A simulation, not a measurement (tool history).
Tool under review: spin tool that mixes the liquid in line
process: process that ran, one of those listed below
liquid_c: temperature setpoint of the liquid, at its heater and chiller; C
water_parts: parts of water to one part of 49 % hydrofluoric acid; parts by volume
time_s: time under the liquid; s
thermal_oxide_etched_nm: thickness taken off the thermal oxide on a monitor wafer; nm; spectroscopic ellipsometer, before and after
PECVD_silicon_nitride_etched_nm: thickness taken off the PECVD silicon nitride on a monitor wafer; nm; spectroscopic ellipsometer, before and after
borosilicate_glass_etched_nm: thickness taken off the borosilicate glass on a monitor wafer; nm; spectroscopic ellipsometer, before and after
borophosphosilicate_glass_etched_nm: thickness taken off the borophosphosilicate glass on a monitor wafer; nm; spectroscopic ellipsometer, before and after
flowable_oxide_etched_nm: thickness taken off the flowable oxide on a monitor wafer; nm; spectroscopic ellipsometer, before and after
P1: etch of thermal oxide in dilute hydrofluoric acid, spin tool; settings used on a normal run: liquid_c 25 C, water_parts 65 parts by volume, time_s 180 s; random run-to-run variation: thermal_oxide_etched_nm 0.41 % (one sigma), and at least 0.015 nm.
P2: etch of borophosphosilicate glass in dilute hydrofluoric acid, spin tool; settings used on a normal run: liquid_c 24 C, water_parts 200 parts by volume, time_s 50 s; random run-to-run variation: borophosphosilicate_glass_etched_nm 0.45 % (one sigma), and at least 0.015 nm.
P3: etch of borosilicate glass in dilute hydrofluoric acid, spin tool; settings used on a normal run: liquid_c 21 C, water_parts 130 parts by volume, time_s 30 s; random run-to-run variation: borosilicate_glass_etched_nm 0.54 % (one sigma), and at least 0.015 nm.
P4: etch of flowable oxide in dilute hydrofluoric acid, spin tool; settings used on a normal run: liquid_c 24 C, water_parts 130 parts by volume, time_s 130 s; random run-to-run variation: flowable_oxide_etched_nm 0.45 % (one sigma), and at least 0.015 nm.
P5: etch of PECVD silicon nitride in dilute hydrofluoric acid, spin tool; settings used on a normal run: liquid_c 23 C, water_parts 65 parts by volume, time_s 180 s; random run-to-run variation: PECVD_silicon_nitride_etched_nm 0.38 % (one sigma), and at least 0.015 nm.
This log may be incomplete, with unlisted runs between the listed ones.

| run | hour | process | liquid_c | water_parts | time_s | hours since the thermometer was replaced | hours since the hydrofluoric acid flow meter was replaced | thermal_oxide_etched_nm | PECVD_silicon_nitride_etched_nm | borosilicate_glass_etched_nm | borophosphosilicate_glass_etched_nm | flowable_oxide_etched_nm |
|---|---|---|---|---|---|---|---|---|---|---|---|---|
| 1 | 7.3 | P1 | 25 | 65 | 180 | 179 | 224 | 13.923 |  |  |  |  |
| 2 | 15.6 | P5 | 23 | 65 | 30 | 187.3 | 232.3 |  | 1.3398 |  |  |  |
| 3 | 20.9 | P3 | 21 | 130 | 30 | 192.6 | 237.6 |  |  | 5.4472 |  |  |
| 4 | 27.8 | P1 | 25 | 65 | 310 | 199.5 | 244.5 | 24.079 |  |  |  |  |
| 5 | 34.9 | P1 | 25 | 95 | 180 | 206.6 | 251.6 | 9.1916 |  |  |  |  |
| 6 | 39.7 | P1 | 19 | 35 | 180 | 211.4 | 256.4 | 20.919 |  |  |  |  |
| 7 | 44.5 | P2 | 24 | 50 | 50 | 216.2 | 261.2 |  |  |  | 48.88 |  |
| 8 | 50.1 | P1 | 18 | 65 | 180 | 221.8 | 266.8 | 10.522 |  |  |  |  |
| 9 | 57.9 | P2 | 24 | 200 | 50 | 229.6 | 274.6 |  |  |  | 10.133 |  |
| 10 | 63.8 | P1 | 32.5 | 65 | 180 | 235.5 | 280.5 | 18.803 |  |  |  |  |
| 11 | 72 | P1 | 25 | 65 | 180 | 243.7 | 288.7 | 13.979 |  |  |  |  |
| 12 | 79.5 | P3 | 21 | 130 | 60 | 251.2 | 296.2 |  |  | 10.829 |  |  |
| 13 | 87.1 | P2 | 28.5 | 200 | 50 | 258.8 | 303.8 |  |  |  | 11.948 |  |
| 14 | 91.1 | P4 | 24 | 130 | 130 | 262.8 | 307.8 |  |  |  |  | 37.027 |
| 15 | 97.2 | P5 | 23 | 65 | 180 | 268.9 | 313.9 |  | 8.0243 |  |  |  |
| 16 | 104 | P3 | 21 | 30 | 30 | 275.7 | 320.7 |  |  | 26.58 |  |  |
| 17 | 109.1 | P1 | 25 | 65 | 180 | 280.8 | 325.8 | 13.924 |  |  |  |  |
| 18 | 117.2 | P1 | 25 | 65 | 180 | 288.9 | 333.9 | 13.958 |  |  |  |  |
| 19 | 123.7 | P1 | 25 | 65 | 180 | 295.4 | 340.4 | 14.014 |  |  |  |  |
| 20 | 130.3 | P2 | 24 | 200 | 50 | 302 | 347 |  |  |  | 10.134 |  |
| 21 | 138.6 | P5 | 23 | 20 | 180 | 310.3 | 355.3 |  | 25.345 |  |  |  |
| 22 | 146.2 | P4 | 24 | 130 | 40 | 317.9 | 362.9 |  |  |  |  | 11.499 |
| 23 | 154.6 | P1 | 25 | 35 | 180 | 326.3 | 371.3 | 27.038 |  |  |  |  |
| 24 | 162.7 | P1 | 32.5 | 40 | 180 | 334.4 | 379.4 | 31.57 |  |  |  |  |

Estimate the outcome of run 25 from the log above:
| 25 | 169.4 | P1 | 25 | 65 | 180 | 341.1 | 386.1 | ? |  |  |  |  |

Run 25 came out at thermal_oxide_etched_nm 14.048 nm.

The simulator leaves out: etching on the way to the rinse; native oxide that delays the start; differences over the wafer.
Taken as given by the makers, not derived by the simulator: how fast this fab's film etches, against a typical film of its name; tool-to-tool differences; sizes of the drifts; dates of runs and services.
